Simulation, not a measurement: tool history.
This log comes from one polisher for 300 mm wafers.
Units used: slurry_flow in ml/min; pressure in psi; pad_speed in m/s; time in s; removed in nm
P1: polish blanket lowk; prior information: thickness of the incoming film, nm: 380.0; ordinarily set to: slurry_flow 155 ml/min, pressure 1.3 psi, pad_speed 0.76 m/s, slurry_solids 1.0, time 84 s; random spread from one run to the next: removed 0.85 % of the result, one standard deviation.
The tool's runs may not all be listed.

run    day  slurry_flow  pressure  pad_speed  slurry_solids  time  wafers polished on this pad  hours since the slurry nozzle was cleaned  hours since the head pressure was calibrated  hours since the slurry blender was calibrated  hours since the conditioning disc was replaced  removed
  1  0.167          155       1.3       0.76            1.0    84                          364                                      113.5                                          97.9                                          190.0                                            39.2   21.061
  2  0.279          100       1.3       0.50            1.0    84                          384                                      116.2                                         100.6                                          192.7                                            41.9   13.731
  3  0.446          155       1.3       0.76            1.3    84                          413                                      120.2                                         104.6                                          196.7                                            45.9   23.367
  4  0.542          155       1.3       0.76            1.0   120                          430                                      122.5                                         106.9                                          199.0                                            48.2   29.853
  5  0.729          155       1.3       0.76            1.0    38                          463                                      127.0                                         111.4                                          203.5                                            52.7    9.594
  6  0.921          155       0.8       0.76            1.0    84                          497                                      131.6                                         116.0                                          208.1                                            57.3   12.809
  7  1.079          155       1.3       0.76            1.0    84                          525                                      135.4                                         119.8                                          211.9                                            61.1   21.079
  8  1.258          155       1.3       0.76            0.5    84                          557                                      139.7                                         124.1                                          216.2                                            65.4   14.376
  9  1.383          155       1.3       0.76            1.0    84                          579                                      142.7                                         127.1                                          219.2                                            68.4   20.908
 10  1.554          155       1.3       1.14            1.0    84                          609                                      146.8                                         131.2                                          223.3                                            72.5   28.970
 11  1.646          155       2.1       0.44            1.0    84                          625                                      149.0                                         133.4                                          225.5                                            74.7   21.902
 12  1.821          100       1.3       0.76            1.0    84                          656                                      153.2                                         137.6                                          229.7                                            78.9   19.430
 13  1.925          155       1.3       0.34            1.0    84                          674                                      155.7                                         140.1                                          232.2                                            81.4   11.141
     1.983  -- slurry nozzle cleaned
 14  2.108          155       1.3       0.76            1.0    84                          707                                        3.0                                         144.5                                          236.6                                            85.8   21.034
 15  2.208          235       1.3       0.76            1.0    84                          724                                        5.4                                         146.9                                          239.0                                            88.2   22.096
 16  2.392          155       1.3       0.76            1.0    84                          757                                        9.8                                         151.3                                          243.4                                            92.6   20.669
 17  2.542          155       1.3       0.76            1.0    84                          783                                       13.4                                         154.9                                          247.0                                            96.2   20.535
 18  2.683          155       1.7       0.76            1.0    84                          808                                       16.8                                         158.3                                          250.4                                            99.6   27.355
 19  2.846          155       1.3       0.76            1.0    84                          837                                       20.7                                         162.2                                          254.3                                           103.5   21.055
 20  3.004          155       1.3       0.76            1.0    84                          865                                       24.5                                         166.0                                          258.1                                           107.3   20.008
 21  3.146          155       1.3       0.76            1.0    84                          890                                       27.9                                         169.4                                          261.5                                           110.7   19.687
 22  3.292          155       1.3       0.76            1.0    84                          915                                       31.4                                         172.9                                          265.0                                           114.2   18.684
 23  3.442          155       1.3       0.76            1.0    84                          942                                       35.0                                         176.5                                          268.6                                           117.8   18.676
     3.608  -- head pressure recalibrated
 24  3.625          155       1.3       0.76            1.0    84                          974                                       39.4                                           0.4                                          273.0                                           122.2   18.258

Run 25 has not been measured yet. What should we expect?
     3.662  -- slurry nozzle cleaned
 25  3.717          155       1.3       0.76            1.0    84                          990                                        1.3                                           2.6                                          275.2                                           124.4        ?

{"run 25": {"removed": 18.577}}
